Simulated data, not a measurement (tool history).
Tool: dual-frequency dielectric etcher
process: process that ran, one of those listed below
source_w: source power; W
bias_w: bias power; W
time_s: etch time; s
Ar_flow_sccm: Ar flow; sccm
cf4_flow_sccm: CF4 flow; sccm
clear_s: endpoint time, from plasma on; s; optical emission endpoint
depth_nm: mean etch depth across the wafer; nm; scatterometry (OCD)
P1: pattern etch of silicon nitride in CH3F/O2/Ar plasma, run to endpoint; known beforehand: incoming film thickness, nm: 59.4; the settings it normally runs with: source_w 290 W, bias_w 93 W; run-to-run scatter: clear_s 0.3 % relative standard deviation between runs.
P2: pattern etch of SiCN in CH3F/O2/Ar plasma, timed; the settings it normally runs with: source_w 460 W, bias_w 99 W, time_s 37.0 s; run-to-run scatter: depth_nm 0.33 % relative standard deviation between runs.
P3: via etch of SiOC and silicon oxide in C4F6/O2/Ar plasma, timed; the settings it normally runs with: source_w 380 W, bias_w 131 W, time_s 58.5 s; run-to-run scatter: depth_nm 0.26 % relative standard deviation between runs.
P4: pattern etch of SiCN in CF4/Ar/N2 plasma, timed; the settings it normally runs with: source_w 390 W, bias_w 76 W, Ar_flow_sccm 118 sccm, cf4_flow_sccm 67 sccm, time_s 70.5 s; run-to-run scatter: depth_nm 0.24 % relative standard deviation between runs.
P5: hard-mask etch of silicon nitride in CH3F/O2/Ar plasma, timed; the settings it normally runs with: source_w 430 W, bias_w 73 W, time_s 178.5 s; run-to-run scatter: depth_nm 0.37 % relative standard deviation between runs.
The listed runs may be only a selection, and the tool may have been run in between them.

run	day	process	source_w	bias_w	time_s	Ar_flow_sccm	cf4_flow_sccm	hours since the last wet clean	hours since the last source power generator calibration	hours since the last bias power generator calibration	clear_s	depth_nm
1	0.625	P1	290	93				186.4	802.4	2682.9	90.308	
2	1.200	P1	290	126				200.2	816.2	2696.7	80.382	
3	1.892	P3	380	89	58.5			216.8	832.8	2713.3		51.989
4	2.254	P5	430	100	178.5			225.5	841.5	2722.0		142.160
5	2.929	P5	610	73	178.5			241.7	857.7	2738.2		144.540
6	3.362	P4	390	76	70.5	118	49	252.1	868.1	2748.6		49.666
7	3.712	P2	460	99	51.5			260.5	876.5	2757.0		22.738
8	4.246	P5	430	73	259.5			273.3	889.3	2769.8		184.330
9	4.654	P3	380	131	88.0			283.1	899.1	2779.6		87.372
10	5.083	P1	350	93				293.4	909.4	2789.9	84.091	
11	5.692	P1	290	69				308.0	924.0	2804.5	100.390	
12	6.138	P2	460	99	37.0			318.7	934.7	2815.2		16.325
13	6.817	P4	390	76	91.5	118	67	335.0	951.0	2831.5		67.765
14	7.175	P5	430	73	178.5			343.6	959.6	2840.1		127.200
15	7.617	P1	290	93				354.2	970.2	2850.7	90.443	
# day 8.150: wet clean of the chamber
16	8.338	P3	380	131	58.5			4.6	987.5	2868.0		57.927
17	8.888	P2	370	99	37.0			17.8	1000.7	2881.2		15.059
18	9.300	P1	290	93				27.7	1010.6	2891.1	90.282	
19	9.675	P4	540	76	70.5	118	67	36.7	1019.6	2900.1		69.230
20	10.283	P4	390	76	70.5	118	67	51.3	1034.2	2914.7		52.143
21	10.858	P4	390	45	70.5	118	67	65.1	1048.0	2928.5		43.311
22	11.608	P1	290	93				83.1	1066.0	2946.5	90.498	
23	12.233	P1	180	93				98.1	1081.0	2961.5	107.660	
24	12.988	P4	390	76	70.5	142	67	116.2	1099.1	2979.6		50.490
25	13.762	P3	510	131	58.5			134.8	1117.7	2998.2		65.155
26	14.408	P1	290	93				150.3	1133.2	3013.7	90.139	
27	15.104	P2	460	126	37.0			167.0	1149.9	3030.4		17.929
28	15.796	P1	360	121				183.6	1166.5	3047.0	75.456	
29	16.404	P5	430	73	178.5			198.2	1181.1	3061.6		127.160
30	17.167	P1	290	93				216.5	1199.4	3079.9	90.186	
31	17.921	P1	290	93				234.6	1217.5	3098.0	90.453	
32	18.458	P1	290	93				247.5	1230.4	3110.9	91.022	
33	18.804	P1	290	93				255.8	1238.7	3119.2	91.056	
# day 19.383: wet clean of the chamber
34	19.479	P1	290	93				2.3	1254.9	3135.4	92.035	
35	19.942	P1	290	93				13.4	1266.0	3146.5	91.500	
36	20.633	P1	290	93				30.0	1282.6	3163.1	91.650	
37	21.333	P1	290	93				46.8	1299.4	3179.9	91.309	

The output of P1 has drifted from where it used to be. Each of the 2 causes below, taken at the size shown beside it, accounts for the log equally well:
A: bias power that arrives under what is set, % = 4.02
B: source power that arrives under what is set, % = 3.99
The gradual shift began around day 17.167.
Other possible causes, and why each is ruled out:
chamber walls in a state that lowers the etch rate, %: was serviced at day 19.383, once the creep was under way, yet the earlier output never came back

Each of the 4 check runs below uses one wafer; its results are left as question marks. Which run tells the causes apart?
check 1	22.033	P2	460	120	47.0							?
check 2	22.033	P5	490	73	178.5							?
check 3	22.033	P4	500	65	70.5	118	67					?
check 4	22.033	P3	490	131	58.5							?

What every check run would give for each of its results, assuming each possible cause in turn:
check	result	if A	if B
check 1	depth_nm	21.904	21.924
check 2	depth_nm	131.570	131.350
check 3	depth_nm	60.371	59.086
check 4	depth_nm	63.401	63.140
Minimum pairwise separation of causes per check, each pair taken at its best-separating result: check 1 0.09 %; check 2 0.17 %; check 3 2.15 %; check 4 0.41 %
Check 3 tells the causes apart: in the others they would give nearly the same result.

Check 3 was carried out, with these results: depth_nm 60.349 nm. Which of the listed causes is responsible?

It was cause A: bias power that arrives under what is set, %.
